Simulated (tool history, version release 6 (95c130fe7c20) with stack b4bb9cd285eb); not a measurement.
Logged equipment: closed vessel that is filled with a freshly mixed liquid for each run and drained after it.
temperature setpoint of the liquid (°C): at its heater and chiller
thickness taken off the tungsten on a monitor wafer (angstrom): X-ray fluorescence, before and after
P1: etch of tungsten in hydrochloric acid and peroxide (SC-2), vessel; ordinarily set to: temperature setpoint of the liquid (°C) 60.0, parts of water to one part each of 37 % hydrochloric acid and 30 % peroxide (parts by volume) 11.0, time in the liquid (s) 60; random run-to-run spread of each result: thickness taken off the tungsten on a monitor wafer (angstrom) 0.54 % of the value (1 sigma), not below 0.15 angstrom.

run	hour	temperature setpoint of the liquid (°C)	parts of water to one part each of 37 % hydrochloric acid and 30 % peroxide (parts by volume)	time in the liquid (s)	hours since the thermometer was replaced	hours since the chemicals flow meter was replaced	hours since the drum of peroxide was connected	thickness taken off the tungsten on a monitor wafer (angstrom)
1	17.1	60.0	11.0	60	403.0	1298.9	151.2	229.45
2	30.2	60.0	11.0	60	416.1	1312.0	164.3	228.12
3	40.2	60.0	4.0	60	426.1	1322.0	174.3	494.80
4	52.6	60.0	11.0	60	438.5	1334.4	186.7	226.64
# hour 57.2: chemicals flow meter replaced
5	66.7	60.0	11.0	110	452.6	9.5	200.8	418.73
6	83.6	60.0	11.0	60	469.5	26.4	217.7	227.25
7	91.6	60.0	11.0	60	477.5	34.4	225.7	229.78
8	107.8	60.0	11.0	30	493.7	50.6	241.9	114.02
9	120.6	60.0	20.0	60	506.5	63.4	254.7	135.44
10	134.9	60.0	11.0	60	520.8	77.7	269.0	229.49
11	144.1	72.0	11.0	60	530.0	86.9	278.2	471.80
12	156.4	47.5	11.0	60	542.3	99.2	290.5	100.10
13	168.1	60.0	16.0	115	554.0	110.9	302.2	317.06
14	182.2	60.0	7.5	95	568.1	125.0	316.3	497.25
15	193.7	60.0	11.0	60	579.6	136.5	327.8	227.19

Predict the results of run 16:
16	208.3	60.0	11.0	60	594.2	151.1	342.4	?

{"run 16": {"thickness taken off the tungsten on a monitor wafer (angstrom)": 237.61}}
